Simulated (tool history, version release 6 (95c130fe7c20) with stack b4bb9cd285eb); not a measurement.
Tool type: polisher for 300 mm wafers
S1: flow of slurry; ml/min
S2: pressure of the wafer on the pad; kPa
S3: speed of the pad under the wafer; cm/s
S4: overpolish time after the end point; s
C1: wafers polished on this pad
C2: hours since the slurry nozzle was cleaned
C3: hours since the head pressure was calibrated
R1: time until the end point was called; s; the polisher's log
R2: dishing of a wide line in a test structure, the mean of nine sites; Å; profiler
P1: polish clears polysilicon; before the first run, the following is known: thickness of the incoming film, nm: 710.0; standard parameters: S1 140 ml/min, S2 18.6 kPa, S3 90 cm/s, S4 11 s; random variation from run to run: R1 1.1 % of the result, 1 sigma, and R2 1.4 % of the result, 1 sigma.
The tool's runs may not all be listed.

Run 1, hour 11.7: S1 140 ml/min, S2 18.6 kPa, S3 90 cm/s, S4 11 s; C1 146; C2 181.1; C3 318.4. Result: R1 53.624 s, R2 774.85 Å.
Run 2, hour 16.9: S1 140 ml/min, S2 11 kPa, S3 90 cm/s, S4 11 s; C1 182; C2 186.3; C3 323.6. Result: R1 89.714 s, R2 586.22 Å.
Run 3, hour 25: S1 140 ml/min, S2 18.6 kPa, S3 90 cm/s, S4 11 s; C1 238; C2 194.4; C3 331.7. Result: R1 54.488 s, R2 758.21 Å.
Run 4, hour 35.6: S1 140 ml/min, S2 18.6 kPa, S3 60 cm/s, S4 11 s; C1 311; C2 205; C3 342.3. Result: R1 80.365 s, R2 629.97 Å.
Run 5, hour 46.4: S1 210 ml/min, S2 18.6 kPa, S3 90 cm/s, S4 22 s; C1 385; C2 215.8; C3 353.1. Result: R1 50.911 s, R2 944.28 Å.
Run 6, hour 52.8: S1 185 ml/min, S2 18.6 kPa, S3 90 cm/s, S4 11 s; C1 429; C2 222.2; C3 359.5. Result: R1 51.807 s, R2 783.58 Å.
Run 7, hour 62.4: S1 140 ml/min, S2 18.6 kPa, S3 142 cm/s, S4 11 s; C1 495; C2 231.8; C3 369.1. Result: R1 33.265 s, R2 891.44 Å.
Run 8, hour 69.7: S1 140 ml/min, S2 18.6 kPa, S3 90 cm/s, S4 11 s; C1 546; C2 239.1; C3 376.4. Result: R1 54.442 s, R2 786.28 Å.
Run 9, hour 80.1: S1 140 ml/min, S2 18.6 kPa, S3 90 cm/s, S4 11 s; C1 617; C2 249.5; C3 386.8. Result: R1 53.47 s, R2 780.53 Å.
Run 10, hour 87.1: S1 140 ml/min, S2 18.6 kPa, S3 90 cm/s, S4 22 s; C1 665; C2 256.5; C3 393.8. Result: R1 53.538 s, R2 950.16 Å.
Run 11, hour 93.3: S1 140 ml/min, S2 18.6 kPa, S3 90 cm/s, S4 5 s; C1 708; C2 262.7; C3 400. Result: R1 54.267 s, R2 485.87 Å.
Run 12, hour 102.6: S1 140 ml/min, S2 18.6 kPa, S3 90 cm/s, S4 11 s; C1 772; C2 272; C3 409.3. Result: R1 53.979 s, R2 774.66 Å.
Run 13, hour 113.1: S1 85 ml/min, S2 18.6 kPa, S3 90 cm/s, S4 11 s; C1 845; C2 282.5; C3 419.8. Result: R1 61.51 s, R2 730.23 Å.
Run 14, hour 124.3: S1 140 ml/min, S2 29 kPa, S3 90 cm/s, S4 11 s; C1 922; C2 293.7; C3 431. Result: R1 35.173 s, R2 889.44 Å.
Run 15, hour 130.5: S1 140 ml/min, S2 18.6 kPa, S3 90 cm/s, S4 11 s; C1 965; C2 299.9; C3 437.2. Result: R1 53.953 s, R2 748.56 Å.
Run 16, hour 140.7: S1 140 ml/min, S2 18.6 kPa, S3 90 cm/s, S4 11 s; C1 1035; C2 310.1; C3 447.4. Result: R1 56.714 s, R2 743.69 Å.
Run 17, hour 150.2: S1 140 ml/min, S2 18.6 kPa, S3 90 cm/s, S4 11 s; C1 1100; C2 319.6; C3 456.9. Result: R1 57.468 s, R2 744.86 Å.
At hour 160.6: head pressure recalibrated.
Run 18, hour 161.4: S1 140 ml/min, S2 18.6 kPa, S3 90 cm/s, S4 11 s; C1 1177; C2 330.8; C3 0.9. Result: R1 58.235 s, R2 731.07 Å.
Run 19, hour 168.3: S1 140 ml/min, S2 18.6 kPa, S3 90 cm/s, S4 11 s; C1 1225; C2 337.7; C3 7.8. Result: R1 58.926 s, R2 741.47 Å.
Run 20, hour 177.9: S1 140 ml/min, S2 18.6 kPa, S3 90 cm/s, S4 11 s; C1 1291; C2 347.3; C3 17.4. Result: R1 59.31 s, R2 715.79 Å.
Run 21, hour 186.5: S1 140 ml/min, S2 18.6 kPa, S3 90 cm/s, S4 11 s; C1 1350; C2 355.9; C3 26. Result: R1 60.902 s, R2 715.49 Å.

The output of P1 has drifted from where it used to be. Each of the 2 causes below, taken at the size shown beside it, accounts for the log equally well:
A: removal rate lost through wear of the pad, % = 9.74
B: slurry flow missing at the pad, % = 36.3
Creep in the process output first set in at about hour 130.5.
Every other cause this tool's parts could produce, and why it does not fit the log:
head's pressure below its setpoint, %: serviced at hour 160.6, which brought nothing back

Each of the check runs listed below is run on 3 wafers and reports their average, with the results left as question marks. Pick the one under which the possible causes would lead to clearly different results.
Run check 1, hour 195.1: S1 85 ml/min, S2 27.6 kPa, S3 90 cm/s, S4 11 s. Result: R1 ?, R2 ?.
Run check 2, hour 195.1: S1 140 ml/min, S2 27.6 kPa, S3 90 cm/s, S4 11 s. Result: R1 ?, R2 ?.
Run check 3, hour 195.1: S1 140 ml/min, S2 22.8 kPa, S3 90 cm/s, S4 11 s. Result: R1 ?, R2 ?.
Run check 4, hour 195.1: S1 140 ml/min, S2 18.6 kPa, S3 134 cm/s, S4 11 s. Result: R1 ?, R2 ?.

Predicted outcomes, by check and by cause:
  check  result    if A    if B
check 1      R1  45.363   47.92
check 1      R2   818.7  802.73
check 2      R1  40.392  40.395
check 2      R2  850.08  850.06
check 3      R1   48.96  48.964
check 3      R2  796.29  796.26
check 4      R1  40.191  40.195
check 4      R2  851.35  851.33
Smallest distance between any two causes, each pair judged by its most separating result, in per cent: check 1 5.48 %; check 2 0.01 %; check 3 0.01 %; check 4 0.01 %
Only in check 1 would the causes give clearly different results; in the remaining checks their results would be nearly the same.

Check 1 was carried out, with these results: R1 48.35 s; R2 803.16 Å. Which of the listed causes is responsible?

It was cause B: slurry flow missing at the pad, %.

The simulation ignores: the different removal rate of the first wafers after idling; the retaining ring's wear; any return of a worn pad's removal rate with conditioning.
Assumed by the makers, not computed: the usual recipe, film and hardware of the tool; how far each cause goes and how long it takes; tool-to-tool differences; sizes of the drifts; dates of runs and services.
